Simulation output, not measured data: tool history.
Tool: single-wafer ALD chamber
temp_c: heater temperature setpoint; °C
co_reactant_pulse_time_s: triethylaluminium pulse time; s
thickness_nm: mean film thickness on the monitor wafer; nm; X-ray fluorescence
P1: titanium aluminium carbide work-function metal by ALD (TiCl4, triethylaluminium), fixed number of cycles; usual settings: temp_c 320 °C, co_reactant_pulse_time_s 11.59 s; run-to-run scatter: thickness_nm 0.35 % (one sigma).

run,hour,temp_c,co_reactant_pulse_time_s,hours since the last thermocouple change,hours since the last triethylaluminium bottle change,thickness_nm
1,10.0,320,11.59,902.1,158.5,2.1210
2,22.5,308,5.28,914.6,171.0,1.7115
3,36.2,320,11.59,928.3,184.7,2.1159
4,51.7,320,18.36,943.8,200.2,2.1365
5,64.5,320,5.76,956.6,213.0,1.8512
6,72.8,302,5.60,964.9,221.3,1.7116
7,82.5,320,11.59,974.6,231.0,2.1150
8,100.6,320,11.59,992.7,249.1,2.1135
9,118.4,320,11.59,1010.5,266.9,2.1197
10,135.1,295,11.59,1027.2,283.6,1.9101
11,146.2,296,15.13,1038.3,294.7,1.9440
12,156.8,320,11.59,1048.9,305.3,2.1194
13,169.9,343,11.59,1062.0,318.4,2.3138
14,183.4,320,11.59,1075.5,331.9,2.1186
15,195.1,320,11.59,1087.2,343.6,2.1178
16,206.1,320,11.59,1098.2,354.6,2.0949
17,222.5,320,11.59,1114.6,371.0,2.0883
18,231.4,320,11.59,1123.5,379.9,2.0746
19,239.8,320,11.59,1131.9,388.3,2.0810
20,257.8,320,11.59,1149.9,406.3,2.0672
21,275.2,320,11.59,1167.3,423.7,2.0769
22,288.7,320,11.59,1180.8,437.2,2.0704

What P1 gives has crept away from where it was. These 2 causes fit the log equally well, each at the size given:
A: wafer temperature below the value expected at the setpoint (K) = 4.56
B: triethylaluminium dose below that of a fresh bottle (%) = 17.2
The creep began at about hour 195.1.

4 check runs are offered, one wafer each, their results left as question marks. Which one tells the causes apart?
check 1,302.2,299,11.59,,,?
check 2,302.2,310,6.61,,,?
check 3,302.2,296,11.59,,,?
check 4,302.2,308,11.59,,,?

What each check would give under each cause:
check,result,if A,if B
check 1,thickness_nm,1.8962,1.8988
check 2,thickness_nm,1.8189,1.7529
check 3,thickness_nm,1.8711,1.8740
check 4,thickness_nm,1.9722,1.9736
How far apart the two closest causes lie, in the result that separates them most: check 1 0.14 %; check 2 3.7 %; check 3 0.16 %; check 4 0.07 %
Check 2 tells the causes apart: in the others they would give nearly the same result.

Check 2 was then run and gave: thickness_nm 1.7447 nm. Which cause is it?

It is B: triethylaluminium dose below that of a fresh bottle (%).
